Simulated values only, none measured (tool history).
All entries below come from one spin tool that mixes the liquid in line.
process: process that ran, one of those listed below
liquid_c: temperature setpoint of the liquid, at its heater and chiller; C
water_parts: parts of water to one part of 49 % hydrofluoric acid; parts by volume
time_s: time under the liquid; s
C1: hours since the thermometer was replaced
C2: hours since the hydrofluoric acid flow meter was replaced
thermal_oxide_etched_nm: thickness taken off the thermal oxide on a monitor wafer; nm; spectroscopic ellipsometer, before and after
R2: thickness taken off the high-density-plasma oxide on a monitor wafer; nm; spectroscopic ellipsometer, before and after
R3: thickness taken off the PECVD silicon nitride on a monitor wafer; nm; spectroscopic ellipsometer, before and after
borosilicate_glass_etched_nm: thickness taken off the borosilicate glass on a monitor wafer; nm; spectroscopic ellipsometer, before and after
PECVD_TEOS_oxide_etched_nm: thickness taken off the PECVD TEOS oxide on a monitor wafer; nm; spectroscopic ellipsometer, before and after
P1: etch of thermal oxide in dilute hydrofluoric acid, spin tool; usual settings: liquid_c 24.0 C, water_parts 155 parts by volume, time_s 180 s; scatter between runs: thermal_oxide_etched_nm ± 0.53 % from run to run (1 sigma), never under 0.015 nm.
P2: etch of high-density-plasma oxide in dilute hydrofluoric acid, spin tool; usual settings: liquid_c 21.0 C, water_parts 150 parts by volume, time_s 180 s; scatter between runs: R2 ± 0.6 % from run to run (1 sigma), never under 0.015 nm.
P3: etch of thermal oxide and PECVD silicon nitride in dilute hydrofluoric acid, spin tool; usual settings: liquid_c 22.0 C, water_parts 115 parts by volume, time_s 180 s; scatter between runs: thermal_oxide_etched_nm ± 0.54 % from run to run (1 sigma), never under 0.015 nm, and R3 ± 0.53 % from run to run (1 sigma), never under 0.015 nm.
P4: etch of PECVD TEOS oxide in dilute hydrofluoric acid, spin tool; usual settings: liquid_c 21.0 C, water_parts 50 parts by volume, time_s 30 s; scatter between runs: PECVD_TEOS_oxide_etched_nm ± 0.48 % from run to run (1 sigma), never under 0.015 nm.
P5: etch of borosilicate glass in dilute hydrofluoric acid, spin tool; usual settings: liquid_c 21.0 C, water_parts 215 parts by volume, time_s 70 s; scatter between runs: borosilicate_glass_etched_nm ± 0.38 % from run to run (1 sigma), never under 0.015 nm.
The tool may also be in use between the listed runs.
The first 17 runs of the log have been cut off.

run 18 hour=66.9 | process=P5 liquid_c=21.0 water_parts=215 time_s=70 | C1=17.6 C2=44.9 | borosilicate_glass_etched_nm=7.4182
run 19 hour=70.5 | process=P4 liquid_c=21.0 water_parts=90 time_s=30 | C1=21.2 C2=48.5 | PECVD_TEOS_oxide_etched_nm=8.8694
run 20 hour=73.1 | process=P1 liquid_c=24.0 water_parts=155 time_s=180 | C1=23.8 C2=51.1 | thermal_oxide_etched_nm=4.77580
run 21 hour=77.3 | process=P1 liquid_c=24.0 water_parts=30 time_s=180 | C1=28.0 C2=55.3 | thermal_oxide_etched_nm=28.87100
run 22 hour=80.0 | process=P1 liquid_c=24.0 water_parts=155 time_s=180 | C1=30.7 C2=58.0 | thermal_oxide_etched_nm=4.78260
run 23 hour=82.4 | process=P4 liquid_c=17.0 water_parts=50 time_s=30 | C1=33.1 C2=60.4 | PECVD_TEOS_oxide_etched_nm=14.1020
run 24 hour=86.6 | process=P2 liquid_c=21.0 water_parts=150 time_s=180 | C1=37.3 C2=64.6 | R2=5.4280
run 25 hour=89.5 | process=P4 liquid_c=21.0 water_parts=50 time_s=15 | C1=40.2 C2=67.5 | PECVD_TEOS_oxide_etched_nm=8.3272
run 26 hour=93.8 | process=P5 liquid_c=21.0 water_parts=215 time_s=110 | C1=44.5 C2=71.8 | borosilicate_glass_etched_nm=11.5880
run 27 hour=97.0 | process=P4 liquid_c=21.0 water_parts=50 time_s=30 | C1=47.7 C2=75.0 | PECVD_TEOS_oxide_etched_nm=16.7480
run 28 hour=100.3 | process=P5 liquid_c=21.0 water_parts=75 time_s=70 | C1=51.0 C2=78.3 | borosilicate_glass_etched_nm=24.5750
run 29 hour=102.7 | process=P5 liquid_c=27.0 water_parts=215 time_s=70 | C1=53.4 C2=80.7 | borosilicate_glass_etched_nm=9.2189
run 30 hour=106.9 | process=P1 liquid_c=24.0 water_parts=155 time_s=180 | C1=57.6 C2=84.9 | thermal_oxide_etched_nm=4.81380

What does the tool deliver on the next run?
run 31 hour=111.7 | process=P1 liquid_c=24.0 water_parts=155 time_s=180 | C1=62.4 C2=89.7 | thermal_oxide_etched_nm=?

thermal_oxide_etched_nm: 4.85850 nm
